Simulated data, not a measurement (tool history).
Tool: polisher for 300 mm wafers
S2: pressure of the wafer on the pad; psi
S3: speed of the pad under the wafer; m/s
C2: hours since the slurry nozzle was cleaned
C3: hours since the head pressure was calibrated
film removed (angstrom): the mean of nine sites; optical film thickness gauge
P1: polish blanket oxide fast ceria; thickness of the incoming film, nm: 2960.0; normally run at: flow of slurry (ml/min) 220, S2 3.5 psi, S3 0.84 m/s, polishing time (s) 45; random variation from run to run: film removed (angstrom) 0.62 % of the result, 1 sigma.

{"run": 1, "day": 0.096, "flow of slurry (ml/min)": 220, "S2": 3.5, "S3": 0.84, "polishing time (s)": 45, "wafers polished on this pad": 208, "C2": 155.2, "C3": 164.1, "film removed (angstrom)": 8136.7}
{"run": 2, "day": 0.233, "flow of slurry (ml/min)": 130, "S2": 3.5, "S3": 0.84, "polishing time (s)": 45, "wafers polished on this pad": 232, "C2": 158.5, "C3": 167.4, "film removed (angstrom)": 7465.0}
{"run": 3, "day": 0.354, "flow of slurry (ml/min)": 220, "S2": 3.5, "S3": 0.84, "polishing time (s)": 45, "wafers polished on this pad": 253, "C2": 161.4, "C3": 170.3, "film removed (angstrom)": 8071.1}
{"run": 4, "day": 0.454, "flow of slurry (ml/min)": 220, "S2": 5.3, "S3": 0.84, "polishing time (s)": 45, "wafers polished on this pad": 271, "C2": 163.8, "C3": 172.7, "film removed (angstrom)": 12300.0}
{"day": 0.608, "done": "head pressure recalibrated"}
{"run": 5, "day": 0.638, "flow of slurry (ml/min)": 220, "S2": 3.5, "S3": 0.84, "polishing time (s)": 45, "wafers polished on this pad": 303, "C2": 168.2, "C3": 0.7, "film removed (angstrom)": 8158.8}
{"run": 6, "day": 0.742, "flow of slurry (ml/min)": 315, "S2": 3.5, "S3": 0.84, "polishing time (s)": 30, "wafers polished on this pad": 321, "C2": 170.7, "C3": 3.2, "film removed (angstrom)": 5657.1}
{"run": 7, "day": 0.938, "flow of slurry (ml/min)": 220, "S2": 3.5, "S3": 0.42, "polishing time (s)": 45, "wafers polished on this pad": 356, "C2": 175.4, "C3": 7.9, "film removed (angstrom)": 4106.1}
{"run": 8, "day": 1.133, "flow of slurry (ml/min)": 220, "S2": 2.1, "S3": 0.84, "polishing time (s)": 45, "wafers polished on this pad": 390, "C2": 180.1, "C3": 12.6, "film removed (angstrom)": 4916.9}
{"run": 9, "day": 1.342, "flow of slurry (ml/min)": 220, "S2": 3.5, "S3": 1.06, "polishing time (s)": 45, "wafers polished on this pad": 427, "C2": 185.1, "C3": 17.6, "film removed (angstrom)": 10257.0}
{"run": 10, "day": 1.529, "flow of slurry (ml/min)": 220, "S2": 3.5, "S3": 0.84, "polishing time (s)": 22, "wafers polished on this pad": 460, "C2": 189.6, "C3": 22.1, "film removed (angstrom)": 3999.7}
{"run": 11, "day": 1.725, "flow of slurry (ml/min)": 220, "S2": 3.5, "S3": 0.84, "polishing time (s)": 62, "wafers polished on this pad": 495, "C2": 194.3, "C3": 26.8, "film removed (angstrom)": 11298.0}
{"run": 12, "day": 1.921, "flow of slurry (ml/min)": 220, "S2": 3.5, "S3": 0.84, "polishing time (s)": 45, "wafers polished on this pad": 529, "C2": 199.0, "C3": 31.5, "film removed (angstrom)": 8197.7}
{"run": 13, "day": 2.071, "flow of slurry (ml/min)": 220, "S2": 3.5, "S3": 0.84, "polishing time (s)": 45, "wafers polished on this pad": 556, "C2": 202.6, "C3": 35.1, "film removed (angstrom)": 8246.3}
{"run": 14, "day": 2.175, "flow of slurry (ml/min)": 290, "S2": 3.5, "S3": 0.84, "polishing time (s)": 45, "wafers polished on this pad": 574, "C2": 205.1, "C3": 37.6, "film removed (angstrom)": 8393.0}
{"run": 15, "day": 2.371, "flow of slurry (ml/min)": 220, "S2": 3.5, "S3": 0.84, "polishing time (s)": 45, "wafers polished on this pad": 609, "C2": 209.8, "C3": 42.3, "film removed (angstrom)": 8227.6}
{"run": 16, "day": 2.467, "flow of slurry (ml/min)": 220, "S2": 3.5, "S3": 0.84, "polishing time (s)": 45, "wafers polished on this pad": 625, "C2": 212.1, "C3": 44.6, "film removed (angstrom)": 8033.8}
{"run": 17, "day": 2.675, "flow of slurry (ml/min)": 220, "S2": 3.5, "S3": 0.84, "polishing time (s)": 45, "wafers polished on this pad": 662, "C2": 217.1, "C3": 49.6, "film removed (angstrom)": 7867.5}
{"run": 18, "day": 2.838, "flow of slurry (ml/min)": 220, "S2": 3.5, "S3": 0.84, "polishing time (s)": 45, "wafers polished on this pad": 691, "C2": 221.0, "C3": 53.5, "film removed (angstrom)": 7715.0}

The next listed run, before its measurement:
{"run": 19, "day": 2.962, "flow of slurry (ml/min)": 220, "S2": 3.5, "S3": 0.84, "polishing time (s)": 45, "wafers polished on this pad": 713, "C2": 224.0, "C3": 56.5, "film removed (angstrom)": "?"}

{"run 19": {"film removed (angstrom)": 7652.4}}

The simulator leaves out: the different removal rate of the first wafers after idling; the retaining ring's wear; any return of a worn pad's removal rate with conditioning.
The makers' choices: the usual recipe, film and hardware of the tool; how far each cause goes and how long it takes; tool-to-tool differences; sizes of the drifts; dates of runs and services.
